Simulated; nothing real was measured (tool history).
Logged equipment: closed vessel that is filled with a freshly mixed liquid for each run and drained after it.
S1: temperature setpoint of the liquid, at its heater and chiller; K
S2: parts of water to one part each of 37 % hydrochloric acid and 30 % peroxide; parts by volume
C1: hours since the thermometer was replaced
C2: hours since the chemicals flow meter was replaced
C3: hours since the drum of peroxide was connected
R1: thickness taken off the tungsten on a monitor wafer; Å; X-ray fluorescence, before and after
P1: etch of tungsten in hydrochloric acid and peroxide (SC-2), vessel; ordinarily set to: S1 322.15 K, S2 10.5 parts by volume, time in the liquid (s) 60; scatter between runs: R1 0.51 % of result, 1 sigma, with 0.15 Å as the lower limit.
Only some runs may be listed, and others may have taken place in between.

{"run": 1, "hour": 5.5, "S1": 322.15, "S2": 10.5, "time in the liquid (s)": 60, "C1": 249.1, "C2": 315.2, "C3": 412.5, "R1": 154.76}
{"run": 2, "hour": 11.4, "S1": 322.15, "S2": 5, "time in the liquid (s)": 95, "C1": 255, "C2": 321.1, "C3": 418.4, "R1": 441.38}
{"run": 3, "hour": 17.2, "S1": 310.65, "S2": 10.5, "time in the liquid (s)": 60, "C1": 260.8, "C2": 326.9, "C3": 424.2, "R1": 69.14}
{"run": 4, "hour": 21.3, "S1": 322.15, "S2": 4, "time in the liquid (s)": 60, "C1": 264.9, "C2": 331, "C3": 428.3, "R1": 320.16}
{"run": 5, "hour": 26.2, "S1": 322.15, "S2": 10.5, "time in the liquid (s)": 30, "C1": 269.8, "C2": 335.9, "C3": 433.2, "R1": 76.962}
{"hour": 28.9, "done": "new drum of peroxide connected"}
{"run": 6, "hour": 29.8, "S1": 332.15, "S2": 10.5, "time in the liquid (s)": 60, "C1": 273.4, "C2": 339.5, "C3": 1, "R1": 296.14}
{"run": 7, "hour": 34.1, "S1": 322.15, "S2": 10.5, "time in the liquid (s)": 60, "C1": 277.7, "C2": 343.8, "C3": 5.3, "R1": 153.97}
{"run": 8, "hour": 41.1, "S1": 322.15, "S2": 6.5, "time in the liquid (s)": 85, "C1": 284.7, "C2": 350.8, "C3": 12.3, "R1": 323.47}
{"run": 9, "hour": 44.5, "S1": 322.15, "S2": 10.5, "time in the liquid (s)": 60, "C1": 288.1, "C2": 354.2, "C3": 15.7, "R1": 155.23}
{"run": 10, "hour": 50.8, "S1": 322.15, "S2": 10.5, "time in the liquid (s)": 60, "C1": 294.4, "C2": 360.5, "C3": 22, "R1": 152.99}
{"run": 11, "hour": 55.7, "S1": 322.15, "S2": 10.5, "time in the liquid (s)": 105, "C1": 299.3, "C2": 365.4, "C3": 26.9, "R1": 271.3}
{"run": 12, "hour": 61.8, "S1": 308.15, "S2": 16, "time in the liquid (s)": 60, "C1": 305.4, "C2": 371.5, "C3": 33, "R1": 40.137}
{"run": 13, "hour": 68.4, "S1": 322.15, "S2": 10.5, "time in the liquid (s)": 60, "C1": 312, "C2": 378.1, "C3": 39.6, "R1": 154.2}
{"run": 14, "hour": 73.4, "S1": 322.15, "S2": 10.5, "time in the liquid (s)": 60, "C1": 317, "C2": 383.1, "C3": 44.6, "R1": 154.31}
{"run": 15, "hour": 79.8, "S1": 322.15, "S2": 18.5, "time in the liquid (s)": 60, "C1": 323.4, "C2": 389.5, "C3": 51, "R1": 94.887}
{"run": 16, "hour": 84.1, "S1": 322.15, "S2": 10.5, "time in the liquid (s)": 60, "C1": 327.7, "C2": 393.8, "C3": 55.3, "R1": 155.53}
{"run": 17, "hour": 90.2, "S1": 322.15, "S2": 10.5, "time in the liquid (s)": 60, "C1": 333.8, "C2": 399.9, "C3": 61.4, "R1": 154.24}
{"run": 18, "hour": 96.0, "S1": 322.15, "S2": 10.5, "time in the liquid (s)": 60, "C1": 339.6, "C2": 405.7, "C3": 67.2, "R1": 160.62}
{"run": 19, "hour": 99.3, "S1": 322.15, "S2": 10.5, "time in the liquid (s)": 60, "C1": 342.9, "C2": 409, "C3": 70.5, "R1": 160.85}
{"run": 20, "hour": 102.4, "S1": 322.15, "S2": 10.5, "time in the liquid (s)": 60, "C1": 346, "C2": 412.1, "C3": 73.6, "R1": 163.83}
{"run": 21, "hour": 108.2, "S1": 322.15, "S2": 10.5, "time in the liquid (s)": 60, "C1": 351.8, "C2": 417.9, "C3": 79.4, "R1": 165.79}
{"run": 22, "hour": 113.7, "S1": 322.15, "S2": 10.5, "time in the liquid (s)": 60, "C1": 357.3, "C2": 423.4, "C3": 84.9, "R1": 165.33}
{"run": 23, "hour": 117.8, "S1": 322.15, "S2": 10.5, "time in the liquid (s)": 60, "C1": 361.4, "C2": 427.5, "C3": 89, "R1": 166.19}
{"run": 24, "hour": 124.4, "S1": 322.15, "S2": 10.5, "time in the liquid (s)": 60, "C1": 368, "C2": 434.1, "C3": 95.6, "R1": 165.95}

Compared with where it was, what P1 gives has crept away. Each cause listed below fits the log as well as the rest, at the size given for it:
A: liquid hotter than its thermometer reads (K) = 1.09
B: chemicals flow above the setpoint (%) = 9.06
Creep in the process output first set in at about hour 90.2.
Why every other cause is out:
peroxide weaker than its label (%): can reach only 8, and even then R1 would move by -7.4 %, too little or the wrong way

You are offered 4 check runs, listed below with question marks in place of their results; each one averages 5 wafers. Which run separates the listed causes by giving clearly different results for each?
{"run": "check 1", "hour": 131.0, "S1": 312.65, "S2": 4, "time in the liquid (s)": 60, "R1": "?"}
{"run": "check 2", "hour": 131.0, "S1": 329.15, "S2": 10.5, "time in the liquid (s)": 40, "R1": "?"}
{"run": "check 3", "hour": 131.0, "S1": 322.15, "S2": 13.5, "time in the liquid (s)": 60, "R1": "?"}
{"run": "check 4", "hour": 131.0, "S1": 322.15, "S2": 18.5, "time in the liquid (s)": 95, "R1": "?"}

What each check would give under each cause:
check=check_1 result=R1 if_A=180.69 if_B=177.03
check=check_2 result=R1 if_A=175.24 if_B=175.68
check=check_3 result=R1 if_A=134.28 if_B=134.57
check=check_4 result=R1 if_A=160.75 if_B=161.57
Distance between the nearest two causes, measured in the result of the check that separates them most: check 1 2.04 %; check 2 0.25 %; check 3 0.22 %; check 4 0.51 %
Check 1 is the one run that separates the causes; every other check would come out nearly the same whichever cause is at work.

After running check 1, the following was obtained: R1 177.27 Å. Which cause does this point to?

The correct cause is B, namely: chemicals flow above the setpoint (%).
